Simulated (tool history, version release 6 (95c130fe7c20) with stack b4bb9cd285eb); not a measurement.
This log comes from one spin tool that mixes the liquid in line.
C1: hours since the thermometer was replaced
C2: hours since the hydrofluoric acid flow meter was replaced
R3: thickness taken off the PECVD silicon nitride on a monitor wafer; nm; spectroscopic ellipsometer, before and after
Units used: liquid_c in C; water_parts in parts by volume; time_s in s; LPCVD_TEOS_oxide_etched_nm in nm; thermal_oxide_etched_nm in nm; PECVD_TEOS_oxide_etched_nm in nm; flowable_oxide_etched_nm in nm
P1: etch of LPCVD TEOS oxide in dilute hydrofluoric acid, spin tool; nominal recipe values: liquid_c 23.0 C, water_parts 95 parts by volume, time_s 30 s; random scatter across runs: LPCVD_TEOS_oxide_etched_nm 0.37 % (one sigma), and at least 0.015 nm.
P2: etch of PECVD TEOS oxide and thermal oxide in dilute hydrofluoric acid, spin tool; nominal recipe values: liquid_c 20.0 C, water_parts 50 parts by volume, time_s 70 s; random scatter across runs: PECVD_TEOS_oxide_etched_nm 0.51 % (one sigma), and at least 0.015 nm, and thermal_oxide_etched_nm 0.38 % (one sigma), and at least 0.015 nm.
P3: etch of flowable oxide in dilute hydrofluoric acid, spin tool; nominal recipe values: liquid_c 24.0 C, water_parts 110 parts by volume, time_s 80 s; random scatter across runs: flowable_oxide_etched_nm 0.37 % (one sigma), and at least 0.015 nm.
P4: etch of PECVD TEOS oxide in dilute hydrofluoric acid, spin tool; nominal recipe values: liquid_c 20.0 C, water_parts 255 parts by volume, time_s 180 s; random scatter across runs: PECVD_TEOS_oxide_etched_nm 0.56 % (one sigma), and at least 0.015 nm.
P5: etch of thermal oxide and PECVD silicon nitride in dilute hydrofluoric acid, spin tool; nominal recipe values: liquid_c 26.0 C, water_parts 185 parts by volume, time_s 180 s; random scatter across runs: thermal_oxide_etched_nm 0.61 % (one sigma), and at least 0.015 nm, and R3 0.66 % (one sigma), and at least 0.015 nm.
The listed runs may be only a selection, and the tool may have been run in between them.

Run 1, hour 4.8: process P1, liquid_c 23.0 C, water_parts 95 parts by volume, time_s 30 s; C1 198.1; C2 669.8. Result: LPCVD_TEOS_oxide_etched_nm 17.1890 nm.
Run 2, hour 11.7: process P1, liquid_c 17.0 C, water_parts 95 parts by volume, time_s 30 s; C1 205.0; C2 676.7. Result: LPCVD_TEOS_oxide_etched_nm 13.5020 nm.
Run 3, hour 15.7: process P5, liquid_c 26.0 C, water_parts 185 parts by volume, time_s 345 s; C1 209.0; C2 680.7. Result: thermal_oxide_etched_nm 8.1080 nm, R3 8.5368 nm.
Run 4, hour 22.6: process P4, liquid_c 17.0 C, water_parts 255 parts by volume, time_s 180 s; C1 215.9; C2 687.6. Result: PECVD_TEOS_oxide_etched_nm 7.7143 nm.
Run 5, hour 26.8: process P2, liquid_c 20.0 C, water_parts 30 parts by volume, time_s 70 s; C1 220.1; C2 691.8. Result: thermal_oxide_etched_nm 9.6977 nm, PECVD_TEOS_oxide_etched_nm 40.6180 nm.
Run 6, hour 35.3: process P1, liquid_c 28.5 C, water_parts 95 parts by volume, time_s 30 s; C1 228.6; C2 700.3. Result: LPCVD_TEOS_oxide_etched_nm 21.2980 nm.
Run 7, hour 41.3: process P3, liquid_c 17.0 C, water_parts 110 parts by volume, time_s 80 s; C1 234.6; C2 706.3. Result: flowable_oxide_etched_nm 14.605 nm.
Run 8, hour 46.8: process P1, liquid_c 28.0 C, water_parts 95 parts by volume, time_s 45 s; C1 240.1; C2 711.8. Result: LPCVD_TEOS_oxide_etched_nm 31.5080 nm.
Run 9, hour 51.4: process P5, liquid_c 26.0 C, water_parts 185 parts by volume, time_s 180 s; C1 244.7; C2 716.4. Result: thermal_oxide_etched_nm 4.2427 nm, R3 4.4593 nm.
Run 10, hour 55.9: process P4, liquid_c 20.0 C, water_parts 255 parts by volume, time_s 180 s; C1 249.2; C2 720.9. Result: PECVD_TEOS_oxide_etched_nm 8.6560 nm.
Run 11, hour 64.7: process P1, liquid_c 23.0 C, water_parts 95 parts by volume, time_s 15 s; C1 258.0; C2 729.7. Result: LPCVD_TEOS_oxide_etched_nm 8.6306 nm.
Run 12, hour 69.1: process P1, liquid_c 23.0 C, water_parts 95 parts by volume, time_s 30 s; C1 262.4; C2 734.1. Result: LPCVD_TEOS_oxide_etched_nm 17.2710 nm.
Run 13, hour 76.0: process P3, liquid_c 24.0 C, water_parts 110 parts by volume, time_s 130 s; C1 269.3; C2 741.0. Result: flowable_oxide_etched_nm 31.485 nm.
Run 14, hour 83.5: process P2, liquid_c 20.0 C, water_parts 50 parts by volume, time_s 15 s; C1 276.8; C2 748.5. Result: thermal_oxide_etched_nm 1.2325 nm, PECVD_TEOS_oxide_etched_nm 5.0897 nm.
Run 15, hour 89.6: process P1, liquid_c 17.0 C, water_parts 155 parts by volume, time_s 30 s; C1 282.9; C2 754.6. Result: LPCVD_TEOS_oxide_etched_nm 7.6878 nm.
Run 16, hour 93.9: process P1, liquid_c 23.0 C, water_parts 95 parts by volume, time_s 30 s; C1 287.2; C2 758.9. Result: LPCVD_TEOS_oxide_etched_nm 17.2240 nm.
Run 17, hour 102.2: process P1, liquid_c 23.0 C, water_parts 20 parts by volume, time_s 30 s; C1 295.5; C2 767.2. Result: LPCVD_TEOS_oxide_etched_nm 89.3520 nm.
Run 18, hour 106.4: process P3, liquid_c 24.0 C, water_parts 110 parts by volume, time_s 80 s; C1 299.7; C2 771.4. Result: flowable_oxide_etched_nm 19.570 nm.
Run 19, hour 114.4: process P1, liquid_c 23.0 C, water_parts 95 parts by volume, time_s 30 s; C1 307.7; C2 779.4. Result: LPCVD_TEOS_oxide_etched_nm 17.1200 nm.
Run 20, hour 122.2: process P1, liquid_c 23.0 C, water_parts 165 parts by volume, time_s 30 s; C1 315.5; C2 787.2. Result: LPCVD_TEOS_oxide_etched_nm 9.2100 nm.
Run 21, hour 127.6: process P4, liquid_c 20.0 C, water_parts 75 parts by volume, time_s 180 s; C1 320.9; C2 792.6. Result: PECVD_TEOS_oxide_etched_nm 35.8260 nm.
Run 22, hour 132.3: process P1, liquid_c 23.0 C, water_parts 95 parts by volume, time_s 30 s; C1 325.6; C2 797.3. Result: LPCVD_TEOS_oxide_etched_nm 17.2310 nm.
Run 23, hour 137.9: process P2, liquid_c 20.0 C, water_parts 50 parts by volume, time_s 70 s; C1 331.2; C2 802.9. Result: thermal_oxide_etched_nm 5.7053 nm, PECVD_TEOS_oxide_etched_nm 23.7310 nm.
Run 24, hour 143.7: process P5, liquid_c 34.0 C, water_parts 185 parts by volume, time_s 180 s; C1 337.0; C2 808.7. Result: thermal_oxide_etched_nm 5.6438 nm, R3 7.2164 nm.
Run 25, hour 148.4: process P3, liquid_c 24.0 C, water_parts 155 parts by volume, time_s 80 s; C1 341.7; C2 813.4. Result: flowable_oxide_etched_nm 13.112 nm.
Run 26, hour 154.5: process P2, liquid_c 17.0 C, water_parts 50 parts by volume, time_s 70 s; C1 347.8; C2 819.5. Result: thermal_oxide_etched_nm 5.0060 nm, PECVD_TEOS_oxide_etched_nm 20.8430 nm.
Run 27, hour 158.6: process P1, liquid_c 23.0 C, water_parts 95 parts by volume, time_s 30 s; C1 351.9; C2 823.6. Result: LPCVD_TEOS_oxide_etched_nm 17.1710 nm.
Run 28, hour 166.6: process P5, liquid_c 26.0 C, water_parts 185 parts by volume, time_s 180 s; C1 359.9; C2 831.6. Result: thermal_oxide_etched_nm 4.2409 nm, R3 4.4609 nm.
Run 29, hour 174.7: process P3, liquid_c 24.0 C, water_parts 110 parts by volume, time_s 80 s; C1 368.0; C2 839.7. Result: flowable_oxide_etched_nm 19.423 nm.
Run 30, hour 183.0: process P5, liquid_c 26.0 C, water_parts 295 parts by volume, time_s 180 s; C1 376.3; C2 848.0. Result: thermal_oxide_etched_nm 2.3401 nm, R3 2.7801 nm.
Run 31, hour 189.3: process P1, liquid_c 23.0 C, water_parts 95 parts by volume, time_s 50 s; C1 382.6; C2 854.3. Result: LPCVD_TEOS_oxide_etched_nm 28.6520 nm.
Run 32, hour 196.5: process P4, liquid_c 20.0 C, water_parts 255 parts by volume, time_s 80 s; C1 389.8; C2 861.5. Result: PECVD_TEOS_oxide_etched_nm 3.8587 nm.
Run 33, hour 204.8: process P1, liquid_c 23.0 C, water_parts 95 parts by volume, time_s 30 s; C1 398.1; C2 869.8. Result: LPCVD_TEOS_oxide_etched_nm 17.1320 nm.
Run 34, hour 213.4: process P1, liquid_c 23.0 C, water_parts 95 parts by volume, time_s 30 s; C1 406.7; C2 878.4. Result: LPCVD_TEOS_oxide_etched_nm 16.6310 nm.
Run 35, hour 221.1: process P1, liquid_c 23.0 C, water_parts 95 parts by volume, time_s 30 s; C1 414.4; C2 886.1. Result: LPCVD_TEOS_oxide_etched_nm 16.4040 nm.

Run 36 has not been measured yet. What should we expect?
Run 36, hour 226.0: process P1, liquid_c 23.0 C, water_parts 95 parts by volume, time_s 30 s; C1 419.3; C2 891.0. Result: LPCVD_TEOS_oxide_etched_nm ?.

For run 36 the tool returned LPCVD_TEOS_oxide_etched_nm 16.1510 nm.
